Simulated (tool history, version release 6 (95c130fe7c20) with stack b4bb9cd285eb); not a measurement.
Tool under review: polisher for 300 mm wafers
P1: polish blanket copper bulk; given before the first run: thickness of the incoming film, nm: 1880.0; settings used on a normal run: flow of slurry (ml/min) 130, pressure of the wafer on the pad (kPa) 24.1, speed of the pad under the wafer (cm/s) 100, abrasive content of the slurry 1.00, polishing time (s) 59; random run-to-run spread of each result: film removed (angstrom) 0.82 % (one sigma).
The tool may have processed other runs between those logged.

run	day	flow of slurry (ml/min)	pressure of the wafer on the pad (kPa)	speed of the pad under the wafer (cm/s)	abrasive content of the slurry	polishing time (s)	wafers polished on this pad	hours since the slurry nozzle was cleaned	hours since the head pressure was calibrated	hours since the slurry blender was calibrated	film removed (angstrom)
1	0.429	130	24.1	100	1.00	59	774	133.9	261.0	132.7	6597.9
2	0.721	130	35.9	100	1.00	59	838	140.9	268.0	139.7	9935.8
3	0.908	130	24.1	100	0.50	59	880	145.4	272.5	144.2	5771.5
# day 0.975: slurry nozzle cleaned
4	1.133	130	13.1	100	1.00	59	929	3.9	277.9	149.6	3593.8
5	1.321	130	24.1	50	1.00	59	971	8.4	282.4	154.1	3342.6
6	1.654	165	24.1	100	0.60	59	1044	16.4	290.4	162.1	6311.1
7	2.029	130	24.1	100	1.25	27	1127	25.4	299.4	171.1	3214.8
8	2.358	80	24.1	100	1.00	59	1200	33.3	307.3	179.0	5935.7
9	2.725	130	24.1	100	1.45	59	1281	42.1	316.1	187.8	7236.3
10	2.979	130	24.1	130	1.00	59	1338	48.2	322.2	193.9	8705.1
11	3.283	130	24.1	100	1.00	92	1405	55.5	329.5	201.2	10512.0
12	3.496	195	24.1	100	1.00	59	1452	60.6	334.6	206.3	7134.6
13	3.696	130	24.1	100	1.00	59	1496	65.4	339.4	211.1	6575.5
14	4.038	80	24.1	100	0.65	59	1572	73.6	347.6	219.3	5436.4
15	4.454	130	24.1	100	1.00	59	1664	83.6	357.6	229.3	6605.7
16	4.696	130	24.1	100	1.00	36	1717	89.4	363.4	235.1	4122.6
17	4.996	130	24.1	100	1.00	59	1783	96.6	370.6	242.3	6669.7
18	5.196	130	24.1	100	1.00	59	1828	101.4	375.4	247.1	6694.6
19	5.546	130	24.1	100	1.00	59	1905	109.8	383.8	255.5	6497.8

Forecast run 20:
20	5.888	130	24.1	100	1.00	59	1981	118.0	392.0	263.7	?

film removed (angstrom): 6413.5
